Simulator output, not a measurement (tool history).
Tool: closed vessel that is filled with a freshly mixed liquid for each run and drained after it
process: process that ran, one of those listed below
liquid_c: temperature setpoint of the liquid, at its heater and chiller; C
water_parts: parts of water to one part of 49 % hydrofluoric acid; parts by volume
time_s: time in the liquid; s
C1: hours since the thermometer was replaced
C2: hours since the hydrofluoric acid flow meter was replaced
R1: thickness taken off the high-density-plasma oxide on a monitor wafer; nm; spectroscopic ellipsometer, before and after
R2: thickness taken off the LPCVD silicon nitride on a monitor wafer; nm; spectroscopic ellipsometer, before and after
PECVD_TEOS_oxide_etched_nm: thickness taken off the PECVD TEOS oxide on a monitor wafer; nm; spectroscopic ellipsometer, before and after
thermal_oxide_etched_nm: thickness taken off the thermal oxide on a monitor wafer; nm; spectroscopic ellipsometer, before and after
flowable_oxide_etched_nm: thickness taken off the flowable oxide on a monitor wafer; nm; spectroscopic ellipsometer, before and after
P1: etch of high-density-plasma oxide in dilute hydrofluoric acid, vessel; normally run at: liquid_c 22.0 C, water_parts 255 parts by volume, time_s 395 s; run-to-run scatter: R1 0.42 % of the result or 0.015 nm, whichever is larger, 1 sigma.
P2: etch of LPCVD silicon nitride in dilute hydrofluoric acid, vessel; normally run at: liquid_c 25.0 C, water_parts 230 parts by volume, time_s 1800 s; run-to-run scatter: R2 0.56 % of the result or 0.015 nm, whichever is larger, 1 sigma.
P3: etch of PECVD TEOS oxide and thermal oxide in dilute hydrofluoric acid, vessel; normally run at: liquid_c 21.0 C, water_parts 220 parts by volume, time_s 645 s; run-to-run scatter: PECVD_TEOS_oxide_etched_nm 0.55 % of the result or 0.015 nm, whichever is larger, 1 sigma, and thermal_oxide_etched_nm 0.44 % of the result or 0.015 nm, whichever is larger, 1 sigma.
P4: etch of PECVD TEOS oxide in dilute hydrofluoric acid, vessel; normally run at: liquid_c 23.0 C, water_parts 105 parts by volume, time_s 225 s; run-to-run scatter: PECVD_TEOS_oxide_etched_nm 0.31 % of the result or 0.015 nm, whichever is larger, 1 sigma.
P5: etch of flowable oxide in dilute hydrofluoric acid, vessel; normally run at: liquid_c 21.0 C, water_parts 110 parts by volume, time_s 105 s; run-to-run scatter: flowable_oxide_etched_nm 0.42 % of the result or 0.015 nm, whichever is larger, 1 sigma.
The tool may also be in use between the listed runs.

run 1 day=0.538 | process=P1 liquid_c=22.0 water_parts=255 time_s=395 | C1=253.2 C2=448.4 | R1=10.5380
run 2 day=0.975 | process=P2 liquid_c=25.0 water_parts=230 time_s=1800 | C1=263.7 C2=458.9 | R2=4.4829
run 3 day=1.554 | process=P1 liquid_c=22.0 water_parts=425 time_s=395 | C1=277.6 C2=472.8 | R1=5.4558
run 4 day=2.046 | process=P1 liquid_c=27.5 water_parts=255 time_s=395 | C1=289.4 C2=484.6 | R1=12.8510
run 5 day=2.654 | process=P3 liquid_c=21.0 water_parts=220 time_s=260 | C1=304.0 C2=499.2 | PECVD_TEOS_oxide_etched_nm=11.127 thermal_oxide_etched_nm=4.2397
run 6 day=3.071 | process=P3 liquid_c=21.0 water_parts=350 time_s=645 | C1=314.0 C2=509.2 | PECVD_TEOS_oxide_etched_nm=15.347 thermal_oxide_etched_nm=5.8313
run 7 day=3.588 | process=P1 liquid_c=22.0 water_parts=255 time_s=395 | C1=326.4 C2=521.6 | R1=10.5870
run 8 day=4.079 | process=P2 liquid_c=25.0 water_parts=230 time_s=2910 | C1=338.2 C2=533.4 | R2=7.1758
-- day=4.371 hydrofluoric acid flow meter replaced
run 9 day=4.683 | process=P1 liquid_c=17.0 water_parts=255 time_s=395 | C1=352.7 C2=7.6 | R1=8.7986
run 10 day=5.075 | process=P1 liquid_c=28.0 water_parts=145 time_s=395 | C1=362.1 C2=17.0 | R1=26.3430
run 11 day=5.729 | process=P1 liquid_c=22.0 water_parts=255 time_s=180 | C1=377.8 C2=32.7 | R1=4.8568
run 12 day=6.092 | process=P3 liquid_c=29.5 water_parts=220 time_s=645 | C1=386.5 C2=41.4 | PECVD_TEOS_oxide_etched_nm=36.867 thermal_oxide_etched_nm=14.2240
run 13 day=6.425 | process=P5 liquid_c=21.0 water_parts=110 time_s=105 | C1=394.5 C2=49.4 | flowable_oxide_etched_nm=37.252
run 14 day=6.838 | process=P1 liquid_c=17.0 water_parts=255 time_s=165 | C1=404.4 C2=59.3 | R1=3.6753
run 15 day=7.171 | process=P5 liquid_c=25.5 water_parts=110 time_s=105 | C1=412.4 C2=67.3 | flowable_oxide_etched_nm=44.278
run 16 day=7.679 | process=P1 liquid_c=22.0 water_parts=255 time_s=650 | C1=424.6 C2=79.5 | R1=17.3270
run 17 day=8.204 | process=P4 liquid_c=23.0 water_parts=105 time_s=110 | C1=437.2 C2=92.1 | PECVD_TEOS_oxide_etched_nm=13.861
run 18 day=8.608 | process=P1 liquid_c=22.0 water_parts=85 time_s=395 | C1=446.9 C2=101.8 | R1=38.0830
run 19 day=9.179 | process=P1 liquid_c=22.0 water_parts=255 time_s=395 | C1=460.6 C2=115.5 | R1=10.5910
run 20 day=9.625 | process=P4 liquid_c=31.0 water_parts=105 time_s=225 | C1=471.3 C2=126.2 | PECVD_TEOS_oxide_etched_nm=38.778
run 21 day=10.388 | process=P3 liquid_c=21.0 water_parts=220 time_s=645 | C1=489.6 C2=144.5 | PECVD_TEOS_oxide_etched_nm=27.380 thermal_oxide_etched_nm=10.4550
run 22 day=10.800 | process=P1 liquid_c=22.0 water_parts=255 time_s=395 | C1=499.5 C2=154.4 | R1=10.5710
run 23 day=11.354 | process=P2 liquid_c=32.0 water_parts=230 time_s=1800 | C1=512.8 C2=167.7 | R2=6.8671
run 24 day=12.042 | process=P2 liquid_c=25.0 water_parts=230 time_s=1800 | C1=529.3 C2=184.2 | R2=4.4918
run 25 day=12.675 | process=P1 liquid_c=22.0 water_parts=255 time_s=395 | C1=544.5 C2=199.4 | R1=10.5950

Forecast run 26:
run 26 day=13.012 | process=P1 liquid_c=29.0 water_parts=255 time_s=30 | C1=552.6 C2=207.5 | R1=?

R1: 1.0355 nm

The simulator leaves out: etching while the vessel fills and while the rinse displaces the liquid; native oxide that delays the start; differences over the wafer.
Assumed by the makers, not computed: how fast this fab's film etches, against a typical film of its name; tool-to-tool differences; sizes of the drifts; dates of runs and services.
